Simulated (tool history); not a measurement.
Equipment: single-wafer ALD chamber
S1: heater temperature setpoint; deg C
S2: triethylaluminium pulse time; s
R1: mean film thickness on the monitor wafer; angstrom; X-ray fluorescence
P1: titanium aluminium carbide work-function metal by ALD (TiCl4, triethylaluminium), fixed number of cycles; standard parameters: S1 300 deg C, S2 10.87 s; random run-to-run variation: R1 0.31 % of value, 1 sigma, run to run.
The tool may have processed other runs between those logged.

run 1 hour=11.6 | S1=300 S2=10.87 | R1=21.133
run 2 hour=17.5 | S1=300 S2=10.87 | R1=21.191
run 3 hour=29.2 | S1=300 S2=5.47 | R1=18.226
run 4 hour=39.9 | S1=279 S2=10.87 | R1=19.276
run 5 hour=50.2 | S1=300 S2=10.87 | R1=21.066
run 6 hour=62.5 | S1=300 S2=16.51 | R1=21.592
run 7 hour=68.7 | S1=300 S2=10.87 | R1=20.984
run 8 hour=79.7 | S1=300 S2=10.87 | R1=21.139
run 9 hour=91.8 | S1=300 S2=10.87 | R1=21.05
run 10 hour=98 | S1=322 S2=10.87 | R1=23.198
run 11 hour=109.1 | S1=290 S2=15.86 | R1=20.517
run 12 hour=120.3 | S1=300 S2=10.87 | R1=21.077
run 13 hour=130.9 | S1=300 S2=10.87 | R1=20.923
run 14 hour=141.5 | S1=300 S2=10.87 | R1=20.778
run 15 hour=149.4 | S1=300 S2=10.87 | R1=20.684
run 16 hour=160.2 | S1=300 S2=10.87 | R1=20.707
run 17 hour=166.6 | S1=300 S2=10.87 | R1=20.574
run 18 hour=175.3 | S1=300 S2=10.87 | R1=20.637
run 19 hour=181 | S1=300 S2=10.87 | R1=20.678
run 20 hour=187 | S1=300 S2=10.87 | R1=20.574
run 21 hour=195.5 | S1=300 S2=10.87 | R1=20.595
run 22 hour=206.7 | S1=300 S2=10.87 | R1=20.577

P1 has crept away from where it was. The log is fitted equally well by each of these 2 causes, at the sizes shown:
A: wafer temperature below the value expected at the setpoint (K) = 5.45
B: triethylaluminium dose below that of a fresh bottle (%) = 18.2
Creep in the process output first set in at about hour 120.3.

Listed below are the offered check runs, one wafer per run, with question marks in place of results. For which of them would the causes give clearly different outcomes?
run check 1 hour=217.9 | S1=288 S2=10.87 | R1=?
run check 2 hour=217.9 | S1=291 S2=7.76 | R1=?
run check 3 hour=217.9 | S1=315 S2=10.87 | R1=?
run check 4 hour=217.9 | S1=318 S2=10.87 | R1=?

What each check would give under each cause:
check=check_1 result=R1 if_A=19.488 if_B=19.508
check=check_2 result=R1 if_A=18.842 if_B=18.417
check=check_3 result=R1 if_A=21.951 if_B=21.925
check=check_4 result=R1 if_A=22.228 if_B=22.196
Per-check spread between the two closest causes, in the result where they differ most: check 1 0.11 %; check 2 2.28 %; check 3 0.12 %; check 4 0.14 %
Check 2 distinguishes between the causes, while the remaining checks would return nearly the same result for all of them.

Check 2 was then run and gave: R1 18.384 angstrom. Which cause is it?

The cause is B: triethylaluminium dose below that of a fresh bottle (%).
